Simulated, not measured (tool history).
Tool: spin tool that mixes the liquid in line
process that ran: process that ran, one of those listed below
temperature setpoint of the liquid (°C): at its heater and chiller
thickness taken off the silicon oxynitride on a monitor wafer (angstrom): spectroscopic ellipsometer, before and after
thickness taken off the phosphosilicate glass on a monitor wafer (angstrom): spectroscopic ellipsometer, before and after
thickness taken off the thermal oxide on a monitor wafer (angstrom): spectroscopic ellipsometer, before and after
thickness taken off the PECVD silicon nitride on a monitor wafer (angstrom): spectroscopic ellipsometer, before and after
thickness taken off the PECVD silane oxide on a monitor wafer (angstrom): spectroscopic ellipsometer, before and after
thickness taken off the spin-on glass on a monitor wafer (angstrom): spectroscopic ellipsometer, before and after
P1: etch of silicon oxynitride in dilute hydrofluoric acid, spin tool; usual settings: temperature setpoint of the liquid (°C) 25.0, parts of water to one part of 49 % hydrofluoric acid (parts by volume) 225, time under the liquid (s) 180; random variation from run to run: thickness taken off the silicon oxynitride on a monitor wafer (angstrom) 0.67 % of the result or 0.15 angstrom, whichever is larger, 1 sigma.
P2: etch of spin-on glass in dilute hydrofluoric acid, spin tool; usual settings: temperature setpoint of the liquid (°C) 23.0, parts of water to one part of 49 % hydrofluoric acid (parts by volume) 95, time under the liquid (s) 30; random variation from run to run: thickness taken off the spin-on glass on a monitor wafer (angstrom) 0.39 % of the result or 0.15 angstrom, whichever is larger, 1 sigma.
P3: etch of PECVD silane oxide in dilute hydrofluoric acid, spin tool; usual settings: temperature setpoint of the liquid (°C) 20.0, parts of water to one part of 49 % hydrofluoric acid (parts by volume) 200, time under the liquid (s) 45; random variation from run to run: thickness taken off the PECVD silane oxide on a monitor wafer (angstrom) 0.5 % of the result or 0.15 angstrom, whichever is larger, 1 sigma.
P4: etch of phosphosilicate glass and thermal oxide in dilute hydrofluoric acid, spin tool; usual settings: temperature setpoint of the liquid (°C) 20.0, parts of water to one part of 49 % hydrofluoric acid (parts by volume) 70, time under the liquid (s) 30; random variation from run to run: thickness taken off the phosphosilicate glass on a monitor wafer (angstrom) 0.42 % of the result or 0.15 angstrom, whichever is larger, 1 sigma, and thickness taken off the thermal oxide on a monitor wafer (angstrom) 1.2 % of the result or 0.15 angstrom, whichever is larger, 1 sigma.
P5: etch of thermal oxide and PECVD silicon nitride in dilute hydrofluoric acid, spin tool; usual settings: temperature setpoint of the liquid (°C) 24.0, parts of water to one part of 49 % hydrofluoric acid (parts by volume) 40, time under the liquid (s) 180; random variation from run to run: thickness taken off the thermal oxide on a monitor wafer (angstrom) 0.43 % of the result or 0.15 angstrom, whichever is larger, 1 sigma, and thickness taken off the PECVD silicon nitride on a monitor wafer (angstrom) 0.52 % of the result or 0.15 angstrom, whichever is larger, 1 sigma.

run,hour,process that ran,temperature setpoint of the liquid (°C),parts of water to one part of 49 % hydrofluoric acid (parts by volume),time under the liquid (s),hours since the thermometer was replaced,hours since the hydrofluoric acid flow meter was replaced,thickness taken off the silicon oxynitride on a monitor wafer (angstrom),thickness taken off the phosphosilicate glass on a monitor wafer (angstrom),thickness taken off the thermal oxide on a monitor wafer (angstrom),thickness taken off the PECVD silicon nitride on a monitor wafer (angstrom),thickness taken off the PECVD silane oxide on a monitor wafer (angstrom),thickness taken off the spin-on glass on a monitor wafer (angstrom)
1,13.5,P1,25.0,225,180,356.8,1835.5,32.2550,,,,,
2,25.1,P4,24.5,70,30,368.4,1847.1,,642.23,20.122,,,
3,33.1,P5,24.0,40,70,376.4,1855.1,,,88.441,45.069,,
4,46.7,P3,20.0,200,45,390.0,1868.7,,,,,42.594,
5,63.0,P2,23.0,95,15,406.3,1885.0,,,,,,64.356
6,71.9,P2,23.0,30,30,415.2,1893.9,,,,,,437.800
7,84.0,P1,25.0,225,270,427.3,1906.0,48.7080,,,,,
8,98.5,P3,20.0,200,75,441.8,1920.5,,,,,72.297,
9,108.8,P3,24.0,200,45,452.1,1930.8,,,,,50.205,
10,123.7,P5,24.0,70,180,467.0,1945.7,,,124.790,66.166,,
11,131.9,P4,20.0,70,30,475.2,1953.9,,532.66,16.795,,,
12,144.4,P1,25.0,225,180,487.7,1966.4,32.2470,,,,,
13,156.3,P1,25.0,225,180,499.6,1978.3,33.0310,,,,,
14,170.9,P1,25.0,125,180,514.2,1992.9,63.1080,,,,,
15,181.8,P1,25.0,225,25,525.1,2003.8,4.4521,,,,,
16,196.8,P2,23.0,95,30,540.1,2018.8,,,,,,127.670
17,211.6,P3,20.0,100,45,554.9,2033.6,,,,,95.695,
18,226.5,P4,20.0,70,30,569.8,2048.5,,532.87,16.916,,,
19,242.0,P5,24.0,40,180,585.3,2064.0,,,226.250,116.700,,
20,253.4,P1,25.0,225,180,596.7,2075.4,32.3460,,,,,
21,263.8,P1,32.5,225,180,607.1,2085.8,44.8550,,,,,
22,280.2,P1,21.5,225,330,623.5,2102.2,50.7620,,,,,
23,297.5,P3,20.0,200,45,640.8,2119.5,,,,,43.237,
24,310.9,P1,25.0,335,180,654.2,2132.9,19.8840,,,,,
25,320.7,P1,25.0,80,70,664.0,2142.7,39.6570,,,,,

The next listed run, before its measurement:
26,335.9,P2,27.5,95,30,679.2,2157.9,,,,,,?

Run 26 gave thickness taken off the spin-on glass on a monitor wafer (angstrom) 153.030.
